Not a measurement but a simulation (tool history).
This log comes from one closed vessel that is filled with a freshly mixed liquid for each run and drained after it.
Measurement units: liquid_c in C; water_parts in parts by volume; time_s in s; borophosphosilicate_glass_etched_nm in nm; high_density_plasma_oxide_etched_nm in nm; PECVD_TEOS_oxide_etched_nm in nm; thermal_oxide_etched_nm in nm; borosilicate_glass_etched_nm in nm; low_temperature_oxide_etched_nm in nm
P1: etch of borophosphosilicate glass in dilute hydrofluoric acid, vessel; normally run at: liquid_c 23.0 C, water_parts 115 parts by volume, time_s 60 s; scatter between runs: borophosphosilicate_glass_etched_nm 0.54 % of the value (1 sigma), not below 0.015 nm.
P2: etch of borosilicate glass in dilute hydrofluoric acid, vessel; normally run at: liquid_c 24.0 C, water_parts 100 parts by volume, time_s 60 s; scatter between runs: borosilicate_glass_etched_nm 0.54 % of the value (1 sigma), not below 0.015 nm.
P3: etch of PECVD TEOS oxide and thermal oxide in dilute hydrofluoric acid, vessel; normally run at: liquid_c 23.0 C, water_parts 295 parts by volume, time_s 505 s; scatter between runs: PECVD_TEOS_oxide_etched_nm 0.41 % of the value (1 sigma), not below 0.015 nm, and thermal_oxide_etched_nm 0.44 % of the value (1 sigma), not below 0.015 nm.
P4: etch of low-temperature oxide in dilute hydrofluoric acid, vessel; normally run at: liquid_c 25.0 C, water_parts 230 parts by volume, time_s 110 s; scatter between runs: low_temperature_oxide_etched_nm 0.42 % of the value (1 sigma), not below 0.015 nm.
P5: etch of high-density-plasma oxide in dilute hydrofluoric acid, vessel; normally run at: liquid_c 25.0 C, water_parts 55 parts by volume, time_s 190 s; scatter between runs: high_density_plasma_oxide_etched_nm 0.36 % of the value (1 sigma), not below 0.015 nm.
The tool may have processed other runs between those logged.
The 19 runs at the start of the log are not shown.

run   hour  process  liquid_c  water_parts  time_s  hours since the thermometer was replaced  hours since the hydrofluoric acid flow meter was replaced  borophosphosilicate_glass_etched_nm  high_density_plasma_oxide_etched_nm  PECVD_TEOS_oxide_etched_nm  thermal_oxide_etched_nm  borosilicate_glass_etched_nm  low_temperature_oxide_etched_nm
 20  229.0       P2      24.0          100      30                                     600.2                                                     1076.8                                                                                                                                                       9.9498
 21  236.2       P1      23.0          115      60                                     607.4                                                     1084.0                               24.370
 22  247.0       P1      23.0          115      60                                     618.2                                                     1094.8                               24.123
 23  262.2       P4      25.0          230     110                                     633.4                                                     1110.0                                                                                                                                                                                        6.3428
 24  274.3       P4      25.0          420     110                                     645.5                                                     1122.1                                                                                                                                                                                        2.8789
 25  286.9       P3      23.0          295     505                                     658.1                                                     1134.7                                                                                               19.5260                  6.35910
 26  302.6       P2      24.0           30      60                                     673.8                                                     1150.4                                                                                                                                                      72.3600
 27  316.4       P1      23.0          215      60                                     687.6                                                     1164.2                               11.648
 28  324.7       P3      23.0          295      30                                     695.9                                                     1172.5                                                                                                1.1487                  0.36835
 29  332.8       P4      25.0          230     205                                     704.0                                                     1180.6                                                                                                                                                                                       11.6150
 30  347.2       P1      23.0          115      60                                     718.4                                                     1195.0                               24.366
 31  360.3       P1      23.0          115      60                                     731.5                                                     1208.1                               25.046
 32  367.9       P1      23.0          115      60                                     739.1                                                     1215.7                               25.293
 33  377.8       P1      23.0          115      60                                     749.0                                                     1225.6                               25.533
 34  390.9       P1      23.0          115      60                                     762.1                                                     1238.7                               25.840
 35  403.9       P1      23.0          115      60                                     775.1                                                     1251.7                               25.987
 36  416.8       P1      23.0          115      60                                     788.0                                                     1264.6                               26.070
 37  430.6       P1      23.0          115      60                                     801.8                                                     1278.4                               26.214
 38  439.4       P1      23.0          115      60                                     810.6                                                     1287.2                               26.320
 39  449.3       P1      23.0          115      60                                     820.5                                                     1297.1                               26.462

Run 40 has not been measured yet. What should we expect?
 40  459.7       P1      23.0          115      60                                     830.9                                                     1307.5                                    ?

Run 40 gave borophosphosilicate_glass_etched_nm 26.328 nm.

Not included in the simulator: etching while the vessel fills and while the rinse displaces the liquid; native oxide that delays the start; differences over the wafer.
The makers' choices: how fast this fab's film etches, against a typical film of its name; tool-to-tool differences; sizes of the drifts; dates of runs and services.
